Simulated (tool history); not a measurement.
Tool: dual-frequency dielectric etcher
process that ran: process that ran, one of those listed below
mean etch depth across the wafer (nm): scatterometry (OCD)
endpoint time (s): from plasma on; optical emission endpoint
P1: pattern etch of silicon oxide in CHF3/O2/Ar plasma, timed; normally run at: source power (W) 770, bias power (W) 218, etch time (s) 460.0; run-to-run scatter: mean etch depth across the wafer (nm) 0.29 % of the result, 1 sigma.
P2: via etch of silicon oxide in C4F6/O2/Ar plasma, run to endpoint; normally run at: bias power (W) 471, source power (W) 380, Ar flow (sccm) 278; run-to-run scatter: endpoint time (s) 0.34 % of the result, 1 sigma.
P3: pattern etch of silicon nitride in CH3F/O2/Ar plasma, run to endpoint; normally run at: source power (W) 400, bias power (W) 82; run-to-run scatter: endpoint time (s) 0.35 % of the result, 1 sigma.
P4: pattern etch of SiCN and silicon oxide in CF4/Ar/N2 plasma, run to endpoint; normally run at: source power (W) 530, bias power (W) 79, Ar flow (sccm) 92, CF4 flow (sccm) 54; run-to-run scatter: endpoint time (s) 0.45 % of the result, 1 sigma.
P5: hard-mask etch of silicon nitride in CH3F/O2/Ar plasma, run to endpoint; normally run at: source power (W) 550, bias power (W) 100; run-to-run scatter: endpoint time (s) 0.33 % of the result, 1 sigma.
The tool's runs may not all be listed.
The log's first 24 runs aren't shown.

run   hour  process that ran  source power (W)  bias power (W)  etch time (s)  Ar flow (sccm)  CF4 flow (sccm)  hours since the last wet clean  hours since the last source power generator calibration  hours since the last bias power generator calibration  mean etch depth across the wafer (nm)  endpoint time (s)
 25  140.1                P1               770             218          460.0                                                            278.9                                                     70.0                                                 1377.0                                1084.30
 26  145.4                P5               550             100                                                                           284.2                                                     75.3                                                 1382.3                                                    60.121
 27  150.6                P1               920             218          346.5                                                            289.4                                                     80.5                                                 1387.5                                 871.53
 28  157.7                P2               380             471                            278                                            296.5                                                     87.6                                                 1394.6                                                    26.942
 29  161.6                P1               770             218          460.0                                                            300.4                                                     91.5                                                 1398.5                                1078.70
 30  167.0                P1               590             218          637.0                                                            305.8                                                     96.9                                                 1403.9                                1348.60
     168.7  -- wet clean of the chamber
 31  173.3                P3               400              82                                                                             4.6                                                    103.2                                                 1410.2                                                    71.619
 32  178.9                P2               380             471                            378                                             10.2                                                    108.8                                                 1415.8                                                    27.782
 33  185.4                P1               770             162          460.0                                                             16.7                                                    115.3                                                 1422.3                                 977.40
 34  191.2                P2               380             639                            278                                             22.5                                                    121.1                                                 1428.1                                                    23.862
 35  198.5                P1               770             218          460.0                                                             29.8                                                    128.4                                                 1435.4                                1085.70
 36  205.4                P1               770             218          460.0                                                             36.7                                                    135.3                                                 1442.3                                1074.70

Forecast run 37:
 37  212.0                P1               770             218          460.0                                                             43.3                                                    141.9                                                 1448.9                                      ?

{"run 37": {"mean etch depth across the wafer (nm)": 1063.8}}
